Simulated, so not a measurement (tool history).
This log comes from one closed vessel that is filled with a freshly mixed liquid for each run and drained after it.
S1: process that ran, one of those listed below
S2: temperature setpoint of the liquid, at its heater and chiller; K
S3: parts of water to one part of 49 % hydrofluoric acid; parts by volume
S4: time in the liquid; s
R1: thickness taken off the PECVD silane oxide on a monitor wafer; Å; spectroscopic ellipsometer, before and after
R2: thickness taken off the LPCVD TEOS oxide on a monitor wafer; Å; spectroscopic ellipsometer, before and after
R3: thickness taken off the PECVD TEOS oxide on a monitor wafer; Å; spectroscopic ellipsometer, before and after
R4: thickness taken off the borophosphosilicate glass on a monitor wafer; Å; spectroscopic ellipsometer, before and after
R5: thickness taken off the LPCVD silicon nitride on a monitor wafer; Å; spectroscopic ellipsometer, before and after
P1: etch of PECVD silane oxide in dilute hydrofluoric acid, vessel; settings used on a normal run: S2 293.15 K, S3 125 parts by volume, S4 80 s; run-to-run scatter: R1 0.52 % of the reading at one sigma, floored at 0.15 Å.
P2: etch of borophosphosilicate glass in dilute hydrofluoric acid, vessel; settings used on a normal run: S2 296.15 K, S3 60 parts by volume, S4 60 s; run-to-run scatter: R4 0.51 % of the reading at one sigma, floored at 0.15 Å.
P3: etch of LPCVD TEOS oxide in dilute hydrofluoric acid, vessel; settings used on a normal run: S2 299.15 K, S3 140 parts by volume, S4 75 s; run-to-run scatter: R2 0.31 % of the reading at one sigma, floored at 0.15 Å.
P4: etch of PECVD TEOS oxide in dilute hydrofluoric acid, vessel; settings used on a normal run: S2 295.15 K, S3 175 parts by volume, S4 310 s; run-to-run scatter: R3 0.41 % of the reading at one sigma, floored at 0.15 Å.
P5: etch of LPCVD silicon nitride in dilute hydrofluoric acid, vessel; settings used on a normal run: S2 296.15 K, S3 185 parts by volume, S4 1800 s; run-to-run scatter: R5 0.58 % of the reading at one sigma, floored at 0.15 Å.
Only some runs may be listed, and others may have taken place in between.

{"run": 1, "hour": 14.0, "S1": "P1", "S2": 293.15, "S3": 125, "S4": 80, "R1": 105.49}
{"run": 2, "hour": 25.7, "S1": "P3", "S2": 299.15, "S3": 140, "S4": 75, "R2": 171.18}
{"run": 3, "hour": 40.1, "S1": "P1", "S2": 298.65, "S3": 35, "S4": 80, "R1": 531.51}
{"run": 4, "hour": 48.2, "S1": "P1", "S2": 293.15, "S3": 125, "S4": 135, "R1": 179.81}
{"run": 5, "hour": 63.9, "S1": "P4", "S2": 295.15, "S3": 175, "S4": 310, "R3": 322.42}
{"run": 6, "hour": 80.1, "S1": "P2", "S2": 296.15, "S3": 60, "S4": 60, "R4": 720.32}
{"run": 7, "hour": 92.7, "S1": "P1", "S2": 293.15, "S3": 190, "S4": 80, "R1": 65.68}
{"run": 8, "hour": 105.5, "S1": "P4", "S2": 295.15, "S3": 175, "S4": 505, "R3": 523.27}
{"run": 9, "hour": 114.3, "S1": "P1", "S2": 293.15, "S3": 50, "S4": 125, "R1": 458.22}
{"run": 10, "hour": 130.3, "S1": "P4", "S2": 295.15, "S3": 40, "S4": 310, "R3": 1632.4}
{"run": 11, "hour": 142.9, "S1": "P1", "S2": 293.15, "S3": 125, "S4": 30, "R1": 40.207}
{"run": 12, "hour": 157.3, "S1": "P2", "S2": 296.15, "S3": 90, "S4": 60, "R4": 463.38}
{"run": 13, "hour": 168.3, "S1": "P3", "S2": 299.15, "S3": 140, "S4": 120, "R2": 276.34}
{"run": 14, "hour": 180.2, "S1": "P1", "S2": 293.15, "S3": 125, "S4": 80, "R1": 106.28}
{"run": 15, "hour": 195.0, "S1": "P5", "S2": 302.65, "S3": 185, "S4": 1800, "R5": 78.663}
{"run": 16, "hour": 210.1, "S1": "P1", "S2": 298.15, "S3": 125, "S4": 80, "R1": 129.6}
{"run": 17, "hour": 224.7, "S1": "P1", "S2": 293.15, "S3": 80, "S4": 80, "R1": 176.27}
{"run": 18, "hour": 237.5, "S1": "P5", "S2": 296.15, "S3": 185, "S4": 1800, "R5": 52.162}
{"run": 19, "hour": 247.6, "S1": "P3", "S2": 299.15, "S3": 235, "S4": 75, "R2": 91.999}
{"run": 20, "hour": 264.2, "S1": "P5", "S2": 296.15, "S3": 285, "S4": 1800, "R5": 34.349}
{"run": 21, "hour": 281.0, "S1": "P4", "S2": 302.15, "S3": 175, "S4": 310, "R3": 420.08}
{"run": 22, "hour": 294.7, "S1": "P1", "S2": 293.15, "S3": 125, "S4": 80, "R1": 106.36}
{"run": 23, "hour": 310.3, "S1": "P2", "S2": 290.15, "S3": 60, "S4": 60, "R4": 559.41}
{"run": 24, "hour": 320.9, "S1": "P5", "S2": 296.15, "S3": 185, "S4": 355, "R5": 10.428}
{"run": 25, "hour": 331.9, "S1": "P3", "S2": 291.65, "S3": 140, "S4": 75, "R2": 128.2}
{"run": 26, "hour": 343.8, "S1": "P1", "S2": 293.15, "S3": 125, "S4": 80, "R1": 106.6}
{"run": 27, "hour": 353.7, "S1": "P1", "S2": 290.15, "S3": 125, "S4": 80, "R1": 93.564}
{"run": 28, "hour": 370.7, "S1": "P2", "S2": 296.15, "S3": 60, "S4": 30, "R4": 358.59}
{"run": 29, "hour": 386.7, "S1": "P1", "S2": 293.15, "S3": 125, "S4": 80, "R1": 107.31}
{"run": 30, "hour": 395.3, "S1": "P1", "S2": 293.15, "S3": 125, "S4": 80, "R1": 103.9}
{"run": 31, "hour": 406.7, "S1": "P1", "S2": 293.15, "S3": 125, "S4": 80, "R1": 100.87}
{"run": 32, "hour": 417.3, "S1": "P1", "S2": 293.15, "S3": 125, "S4": 80, "R1": 100.21}
{"run": 33, "hour": 429.0, "S1": "P1", "S2": 293.15, "S3": 125, "S4": 80, "R1": 99.262}
{"run": 34, "hour": 439.1, "S1": "P1", "S2": 293.15, "S3": 125, "S4": 80, "R1": 99.463}
{"run": 35, "hour": 448.7, "S1": "P1", "S2": 293.15, "S3": 125, "S4": 80, "R1": 98.532}
{"run": 36, "hour": 462.9, "S1": "P1", "S2": 293.15, "S3": 125, "S4": 80, "R1": 98.016}
{"run": 37, "hour": 474.6, "S1": "P1", "S2": 293.15, "S3": 125, "S4": 80, "R1": 98.093}

The output of P1 has drifted from where it used to be. Each of the 2 causes below, taken at the size shown beside it, accounts for the log equally well:
A: liquid colder than its thermometer reads (K) = 2
B: hydrofluoric acid flow below the setpoint (%) = 6.9
The gradual shift began around hour 386.7.

Which of the 4 check runs listed below separates the causes, so that each cause would produce a clearly different result? Each run uses one wafer, and its results are marked with question marks.
{"run": "check 1", "hour": 486.3, "S1": "P3", "S2": 299.15, "S3": 140, "S4": 75, "R2": "?"}
{"run": "check 2", "hour": 486.3, "S1": "P5", "S2": 296.15, "S3": 185, "S4": 1800, "R5": "?"}
{"run": "check 3", "hour": 486.3, "S1": "P4", "S2": 295.15, "S3": 175, "S4": 310, "R3": "?"}
{"run": "check 4", "hour": 486.3, "S1": "P2", "S2": 296.15, "S3": 60, "S4": 60, "R4": "?"}

What every check run would give for each of its results, assuming each possible cause in turn:
check=check_1 result=R2 if_A=159.250 if_B=158.020
check=check_2 result=R5 if_A=46.166 if_B=48.978
check=check_3 result=R3 if_A=296.97 if_B=294.74
check=check_4 result=R4 if_A=665.64 if_B=669.51
Gap, in per cent, between the two causes that each check separates least, read from the result that separates them most: check 1 0.78 %; check 2 5.91 %; check 3 0.75 %; check 4 0.58 %
Only check 2 tells the causes apart: in the others they would give nearly the same result.

With check 2 done, the readings were: R5 46.481 Å. Identify which of the listed causes applies.

The cause is A: liquid colder than its thermometer reads (K).

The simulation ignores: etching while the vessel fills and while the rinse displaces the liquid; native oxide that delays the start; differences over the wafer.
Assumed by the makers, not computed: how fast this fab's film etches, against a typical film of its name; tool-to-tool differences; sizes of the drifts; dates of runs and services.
